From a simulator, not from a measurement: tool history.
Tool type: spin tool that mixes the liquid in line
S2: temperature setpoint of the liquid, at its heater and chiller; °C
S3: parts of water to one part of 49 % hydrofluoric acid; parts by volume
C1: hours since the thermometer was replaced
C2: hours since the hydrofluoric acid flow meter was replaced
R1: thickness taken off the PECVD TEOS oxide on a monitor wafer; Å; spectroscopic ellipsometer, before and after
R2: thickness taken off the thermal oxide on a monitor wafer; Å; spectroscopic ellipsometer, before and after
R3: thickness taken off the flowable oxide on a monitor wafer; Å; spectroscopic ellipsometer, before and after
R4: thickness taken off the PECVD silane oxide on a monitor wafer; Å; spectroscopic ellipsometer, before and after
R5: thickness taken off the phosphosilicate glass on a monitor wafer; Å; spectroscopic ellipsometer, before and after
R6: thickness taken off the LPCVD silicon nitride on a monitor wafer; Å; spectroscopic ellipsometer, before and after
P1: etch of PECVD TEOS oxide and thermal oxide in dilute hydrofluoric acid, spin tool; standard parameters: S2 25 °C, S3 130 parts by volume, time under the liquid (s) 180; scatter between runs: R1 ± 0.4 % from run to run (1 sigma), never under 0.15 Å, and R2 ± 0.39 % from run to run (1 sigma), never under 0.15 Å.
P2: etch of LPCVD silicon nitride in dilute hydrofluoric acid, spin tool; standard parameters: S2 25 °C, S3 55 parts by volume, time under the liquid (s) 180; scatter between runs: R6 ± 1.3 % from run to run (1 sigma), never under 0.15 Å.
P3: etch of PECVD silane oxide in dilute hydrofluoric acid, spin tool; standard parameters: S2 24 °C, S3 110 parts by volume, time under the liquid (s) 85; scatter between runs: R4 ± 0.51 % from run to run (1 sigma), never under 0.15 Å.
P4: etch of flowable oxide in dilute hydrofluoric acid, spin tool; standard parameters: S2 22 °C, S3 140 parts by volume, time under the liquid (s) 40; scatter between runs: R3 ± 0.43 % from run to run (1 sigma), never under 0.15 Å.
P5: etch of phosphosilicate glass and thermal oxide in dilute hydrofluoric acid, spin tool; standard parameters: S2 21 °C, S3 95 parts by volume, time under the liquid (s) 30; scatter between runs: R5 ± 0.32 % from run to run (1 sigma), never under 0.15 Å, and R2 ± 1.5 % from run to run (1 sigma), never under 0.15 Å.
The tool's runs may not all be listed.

{"run": 1, "day": 0.442, "process that ran": "P1", "S2": 25, "S3": 130, "time under the liquid (s)": 180, "C1": 1555.8, "C2": 186.9, "R1": 201.73, "R2": 68.951}
{"run": 2, "day": 0.896, "process that ran": "P4", "S2": 22, "S3": 140, "time under the liquid (s)": 40, "C1": 1566.7, "C2": 197.8, "R3": 95.209}
{"run": 3, "day": 1.354, "process that ran": "P3", "S2": 24, "S3": 110, "time under the liquid (s)": 85, "C1": 1577.7, "C2": 208.8, "R4": 159.51}
{"run": 4, "day": 1.796, "process that ran": "P3", "S2": 24, "S3": 110, "time under the liquid (s)": 140, "C1": 1588.3, "C2": 219.4, "R4": 261.55}
{"run": 5, "day": 2.142, "process that ran": "P5", "S2": 21, "S3": 95, "time under the liquid (s)": 15, "C1": 1596.6, "C2": 227.7, "R2": 7.0207, "R5": 117.02}
{"run": 6, "day": 2.492, "process that ran": "P1", "S2": 25, "S3": 130, "time under the liquid (s)": 180, "C1": 1605, "C2": 236.1, "R1": 201.55, "R2": 69.188}
{"run": 7, "day": 2.892, "process that ran": "P1", "S2": 25, "S3": 130, "time under the liquid (s)": 180, "C1": 1614.6, "C2": 245.7, "R1": 201.85, "R2": 69.185}
{"run": 8, "day": 3.225, "process that ran": "P1", "S2": 25, "S3": 210, "time under the liquid (s)": 30, "C1": 1622.6, "C2": 253.7, "R1": 19.033, "R2": 6.5255}
{"run": 9, "day": 3.712, "process that ran": "P1", "S2": 25, "S3": 130, "time under the liquid (s)": 180, "C1": 1634.3, "C2": 265.4, "R1": 201.5, "R2": 69.786}
{"run": 10, "day": 4.104, "process that ran": "P2", "S2": 31.5, "S3": 55, "time under the liquid (s)": 180, "C1": 1643.7, "C2": 274.8, "R6": 26.985}
{"run": 11, "day": 4.371, "process that ran": "P1", "S2": 25, "S3": 130, "time under the liquid (s)": 50, "C1": 1650.1, "C2": 281.2, "R1": 55.995, "R2": 19.312}
{"run": 12, "day": 4.617, "process that ran": "P4", "S2": 22, "S3": 45, "time under the liquid (s)": 40, "C1": 1656, "C2": 287.1, "R3": 331.13}
{"run": 13, "day": 5.112, "process that ran": "P5", "S2": 21, "S3": 175, "time under the liquid (s)": 30, "C1": 1667.9, "C2": 299, "R2": 7.1254, "R5": 117.65}
{"run": 14, "day": 5.583, "process that ran": "P4", "S2": 22, "S3": 140, "time under the liquid (s)": 40, "C1": 1679.2, "C2": 310.3, "R3": 95.377}
{"run": 15, "day": 6.058, "process that ran": "P1", "S2": 25, "S3": 130, "time under the liquid (s)": 335, "C1": 1690.6, "C2": 321.7, "R1": 371.29, "R2": 127.96}
{"run": 16, "day": 6.404, "process that ran": "P5", "S2": 21, "S3": 95, "time under the liquid (s)": 30, "C1": 1698.9, "C2": 330, "R2": 14.326, "R5": 235.43}
{"run": 17, "day": 6.721, "process that ran": "P5", "S2": 17, "S3": 95, "time under the liquid (s)": 30, "C1": 1706.5, "C2": 337.6, "R2": 11.979, "R5": 198.65}
{"run": 18, "day": 7.2, "process that ran": "P5", "S2": 21, "S3": 95, "time under the liquid (s)": 30, "C1": 1718, "C2": 349.1, "R2": 14.307, "R5": 234.43}
{"run": 19, "day": 7.462, "process that ran": "P1", "S2": 18.5, "S3": 130, "time under the liquid (s)": 180, "C1": 1724.3, "C2": 355.4, "R1": 155.68, "R2": 53.282}
{"run": 20, "day": 7.846, "process that ran": "P1", "S2": 25, "S3": 35, "time under the liquid (s)": 350, "C1": 1733.5, "C2": 364.6, "R1": 1640.6, "R2": 562.82}
{"run": 21, "day": 8.142, "process that ran": "P2", "S2": 25, "S3": 55, "time under the liquid (s)": 180, "C1": 1740.6, "C2": 371.7, "R6": 17.145}
{"run": 22, "day": 8.529, "process that ran": "P1", "S2": 29, "S3": 70, "time under the liquid (s)": 180, "C1": 1749.9, "C2": 381, "R1": 470.88, "R2": 161.59}
{"run": 23, "day": 9.029, "process that ran": "P4", "S2": 29.5, "S3": 140, "time under the liquid (s)": 40, "C1": 1761.9, "C2": 393, "R3": 126.74}
{"run": 24, "day": 9.388, "process that ran": "P1", "S2": 25, "S3": 130, "time under the liquid (s)": 180, "C1": 1770.5, "C2": 401.6, "R1": 201.47, "R2": 69.346}
{"run": 25, "day": 9.804, "process that ran": "P2", "S2": 25, "S3": 55, "time under the liquid (s)": 40, "C1": 1780.5, "C2": 411.6, "R6": 3.8813}
{"run": 26, "day": 10.188, "process that ran": "P1", "S2": 25, "S3": 210, "time under the liquid (s)": 180, "C1": 1789.7, "C2": 420.8, "R1": 113.54, "R2": 38.955}
{"run": 27, "day": 10.562, "process that ran": "P3", "S2": 32, "S3": 110, "time under the liquid (s)": 85, "C1": 1798.7, "C2": 429.8, "R4": 214.02}
{"run": 28, "day": 10.988, "process that ran": "P1", "S2": 25, "S3": 130, "time under the liquid (s)": 180, "C1": 1808.9, "C2": 440, "R1": 201.49, "R2": 69.069}
{"run": 29, "day": 11.262, "process that ran": "P3", "S2": 24, "S3": 40, "time under the liquid (s)": 85, "C1": 1815.5, "C2": 446.6, "R4": 477.61}
{"run": 30, "day": 11.529, "process that ran": "P1", "S2": 31, "S3": 130, "time under the liquid (s)": 180, "C1": 1821.9, "C2": 453, "R1": 252.38, "R2": 86.831}
{"run": 31, "day": 11.846, "process that ran": "P2", "S2": 25, "S3": 55, "time under the liquid (s)": 180, "C1": 1829.5, "C2": 460.6, "R6": 17.706}
{"run": 32, "day": 12.267, "process that ran": "P4", "S2": 22, "S3": 140, "time under the liquid (s)": 15, "C1": 1839.6, "C2": 470.7, "R3": 35.791}
{"run": 33, "day": 12.596, "process that ran": "P2", "S2": 25, "S3": 100, "time under the liquid (s)": 180, "C1": 1847.5, "C2": 478.6, "R6": 9.4912}
{"run": 34, "day": 12.9, "process that ran": "P1", "S2": 25, "S3": 55, "time under the liquid (s)": 180, "C1": 1854.8, "C2": 485.9, "R1": 526.71, "R2": 180.05}
{"run": 35, "day": 13.25, "process that ran": "P1", "S2": 25, "S3": 130, "time under the liquid (s)": 180, "C1": 1863.2, "C2": 494.3, "R1": 199.84, "R2": 69.206}
{"run": 36, "day": 13.588, "process that ran": "P1", "S2": 25, "S3": 130, "time under the liquid (s)": 180, "C1": 1871.3, "C2": 502.4, "R1": 196.76, "R2": 67.198}
{"run": 37, "day": 13.867, "process that ran": "P1", "S2": 25, "S3": 130, "time under the liquid (s)": 180, "C1": 1878, "C2": 509.1, "R1": 193.11, "R2": 66.07}
{"run": 38, "day": 14.233, "process that ran": "P1", "S2": 25, "S3": 130, "time under the liquid (s)": 180, "C1": 1886.8, "C2": 517.9, "R1": 191.23, "R2": 65.354}
{"run": 39, "day": 14.667, "process that ran": "P1", "S2": 25, "S3": 130, "time under the liquid (s)": 180, "C1": 1897.2, "C2": 528.3, "R1": 189.19, "R2": 64.918}
{"run": 40, "day": 15.038, "process that ran": "P1", "S2": 25, "S3": 130, "time under the liquid (s)": 180, "C1": 1906.1, "C2": 537.2, "R1": 188.92, "R2": 65.004}
{"run": 41, "day": 15.55, "process that ran": "P1", "S2": 25, "S3": 130, "time under the liquid (s)": 180, "C1": 1918.4, "C2": 549.5, "R1": 186.53, "R2": 64.63}
{"run": 42, "day": 16.067, "process that ran": "P1", "S2": 25, "S3": 130, "time under the liquid (s)": 180, "C1": 1930.8, "C2": 561.9, "R1": 188.1, "R2": 63.854}
{"run": 43, "day": 16.346, "process that ran": "P1", "S2": 25, "S3": 130, "time under the liquid (s)": 180, "C1": 1937.5, "C2": 568.6, "R1": 187.32, "R2": 64.255}

P1 has crept away from where it was. The log is fitted equally well by each of these 2 causes, at the sizes shown:
A: liquid colder than its thermometer reads (K) = 1.89
B: hydrofluoric acid flow below the setpoint (%) = 6.11
The drift started at roughly day 13.25.

4 check runs are offered, each on 3 wafers whose results are averaged, their results left as question marks. Which one tells the causes apart?
{"run": "check 1", "day": 16.625, "process that ran": "P3", "S2": 31.5, "S3": 110, "time under the liquid (s)": 85, "R4": "?"}
{"run": "check 2", "day": 16.625, "process that ran": "P2", "S2": 29.5, "S3": 55, "time under the liquid (s)": 180, "R6": "?"}
{"run": "check 3", "day": 16.625, "process that ran": "P5", "S2": 21, "S3": 140, "time under the liquid (s)": 30, "R2": "?", "R5": "?"}
{"run": "check 4", "day": 16.625, "process that ran": "P4", "S2": 28, "S3": 140, "time under the liquid (s)": 40, "R3": "?"}

What every check run would give for each of its results, assuming each possible cause in turn:
check=check_1 result=R4 if_A=195.75 if_B=195.08
check=check_2 result=R6 if_A=20.839 if_B=22.135
check=check_3 result=R2 if_A=8.6702 if_B=8.6947
check=check_3 result=R5 if_A=140.68 if_B=141.08
check=check_4 result=R3 if_A=111.97 if_B=111.52
Smallest distance between any two causes, each pair judged by its most separating result, in per cent: check 1 0.34 %; check 2 6.03 %; check 3 0.28 %; check 4 0.4 %
Of the check runs offered, only check 2 discriminates between the causes; the rest would read about the same regardless of which cause applies.

Here is what check 2 returned: R6 20.956 Å. Which cause is it?

It is A: liquid colder than its thermometer reads (K).

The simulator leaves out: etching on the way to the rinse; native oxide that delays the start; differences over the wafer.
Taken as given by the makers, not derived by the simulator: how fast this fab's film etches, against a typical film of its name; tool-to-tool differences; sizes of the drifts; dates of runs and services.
